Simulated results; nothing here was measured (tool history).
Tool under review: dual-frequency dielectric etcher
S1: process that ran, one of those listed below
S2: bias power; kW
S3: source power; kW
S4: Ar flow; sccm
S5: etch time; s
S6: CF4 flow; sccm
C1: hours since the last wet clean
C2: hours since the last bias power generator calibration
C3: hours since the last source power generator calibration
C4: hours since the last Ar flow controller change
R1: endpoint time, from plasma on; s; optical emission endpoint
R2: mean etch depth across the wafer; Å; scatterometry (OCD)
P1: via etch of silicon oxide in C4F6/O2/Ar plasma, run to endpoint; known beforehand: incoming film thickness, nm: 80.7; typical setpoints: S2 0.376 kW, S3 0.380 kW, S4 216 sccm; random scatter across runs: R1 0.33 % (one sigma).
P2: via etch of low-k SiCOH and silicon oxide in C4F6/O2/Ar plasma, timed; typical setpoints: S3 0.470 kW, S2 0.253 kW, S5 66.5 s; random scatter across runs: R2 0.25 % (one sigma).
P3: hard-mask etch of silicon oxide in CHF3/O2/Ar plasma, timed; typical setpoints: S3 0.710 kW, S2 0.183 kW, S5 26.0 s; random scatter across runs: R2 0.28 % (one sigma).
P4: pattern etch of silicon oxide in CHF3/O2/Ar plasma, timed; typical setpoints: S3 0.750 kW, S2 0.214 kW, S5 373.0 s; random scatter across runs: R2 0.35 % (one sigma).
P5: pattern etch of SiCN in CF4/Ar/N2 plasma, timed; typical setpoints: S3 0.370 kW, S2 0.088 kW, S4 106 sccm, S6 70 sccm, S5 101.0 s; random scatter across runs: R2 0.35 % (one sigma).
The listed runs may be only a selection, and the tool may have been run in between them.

| run | hour | S1 | S2 | S3 | S4 | S5 | S6 | C1 | C2 | C3 | C4 | R1 | R2 |
|---|---|---|---|---|---|---|---|---|---|---|---|---|---|
| 1 | 5.9 | P1 | 0.376 | 0.380 | 216 |  |  | 47.3 | 1823.1 | 1922.4 | 1226.6 | 18.568 |  |
| 2 | 11.8 | P2 | 0.253 | 0.270 |  | 66.5 |  | 53.2 | 1829.0 | 1928.3 | 1232.5 |  | 1717.00 |
| 3 | 16.5 | P1 | 0.376 | 0.380 | 216 |  |  | 57.9 | 1833.7 | 1933.0 | 1237.2 | 18.575 |  |
| 4 | 19.9 | P4 | 0.214 | 0.750 |  | 543.0 |  | 61.3 | 1837.1 | 1936.4 | 1240.6 |  | 12139.00 |
| 5 | 26.1 | P1 | 0.302 | 0.530 | 216 |  |  | 67.5 | 1843.3 | 1942.6 | 1246.8 | 17.749 |  |
| 6 | 31.9 | P4 | 0.214 | 0.480 |  | 373.0 |  | 73.3 | 1849.1 | 1948.4 | 1252.6 |  | 7085.60 |
| 7 | 35.9 | P1 | 0.445 | 0.380 | 168 |  |  | 77.3 | 1853.1 | 1952.4 | 1256.6 | 17.057 |  |
| 8 | 40.9 | P5 | 0.088 | 0.370 | 106 | 70.5 | 70 | 82.3 | 1858.1 | 1957.4 | 1261.6 |  | 543.14 |
| 9 | 46.9 | P1 | 0.220 | 0.380 | 216 |  |  | 88.3 | 1864.1 | 1963.4 | 1267.6 | 22.344 |  |
| 10 | 50.3 | P1 | 0.376 | 0.380 | 216 |  |  | 91.7 | 1867.5 | 1966.8 | 1271.0 | 18.501 |  |
| 11 | 54.6 | P2 | 0.164 | 0.470 |  | 66.5 |  | 96.0 | 1871.8 | 1971.1 | 1275.3 |  | 1842.70 |
| 12 | 61.0 | P1 | 0.376 | 0.380 | 216 |  |  | 102.4 | 1878.2 | 1977.5 | 1281.7 | 18.555 |  |
| 13 | 65.2 | P5 | 0.088 | 0.370 | 68 | 101.0 | 70 | 106.6 | 1882.4 | 1981.7 | 1285.9 |  | 827.57 |
| 14 | 70.8 | P3 | 0.254 | 0.710 |  | 26.0 |  | 112.2 | 1888.0 | 1987.3 | 1291.5 |  | 617.80 |
| 15 | 75.3 | P1 | 0.376 | 0.380 | 216 |  |  | 116.7 | 1892.5 | 1991.8 | 1296.0 | 18.567 |  |
| 16 | 78.4 | P5 | 0.065 | 0.370 | 106 | 101.0 | 70 | 119.8 | 1895.6 | 1994.9 | 1299.1 |  | 697.92 |
| 17 | 83.6 | P3 | 0.183 | 0.710 |  | 26.0 |  | 125.0 | 1900.8 | 2000.1 | 1304.3 |  | 553.00 |
| 18 | 89.7 | P2 | 0.253 | 0.470 |  | 97.0 |  | 131.1 | 1906.9 | 2006.2 | 1310.4 |  | 3093.70 |
| 19 | 94.3 | P4 | 0.214 | 0.750 |  | 373.0 |  | 135.7 | 1911.5 | 2010.8 | 1315.0 |  | 8347.30 |
| 20 | 97.9 | P1 | 0.376 | 0.380 | 175 |  |  | 139.3 | 1915.1 | 2014.4 | 1318.6 | 18.203 |  |
| 21 | 104.0 | P4 | 0.214 | 0.750 |  | 373.0 |  | 145.4 | 1921.2 | 2020.5 | 1324.7 |  | 8370.70 |
| 22 | 110.3 | P1 | 0.376 | 0.380 | 284 |  |  | 151.7 | 1927.5 | 2026.8 | 1331.0 | 19.112 |  |
| 23 | 113.2 | P1 | 0.486 | 0.380 | 216 |  |  | 154.6 | 1930.4 | 2029.7 | 1333.9 | 16.911 |  |

Run 24, settings as shown, results not yet in. Your forecast:
|  | 114.5 | bias power generator calibrated |
| 24 | 117.1 | P3 | 0.183 | 0.540 |  | 26.0 |  | 158.5 | 2.6 | 2033.6 | 1337.8 |  | ? |

For run 24 the tool returned R2 496.60 Å.

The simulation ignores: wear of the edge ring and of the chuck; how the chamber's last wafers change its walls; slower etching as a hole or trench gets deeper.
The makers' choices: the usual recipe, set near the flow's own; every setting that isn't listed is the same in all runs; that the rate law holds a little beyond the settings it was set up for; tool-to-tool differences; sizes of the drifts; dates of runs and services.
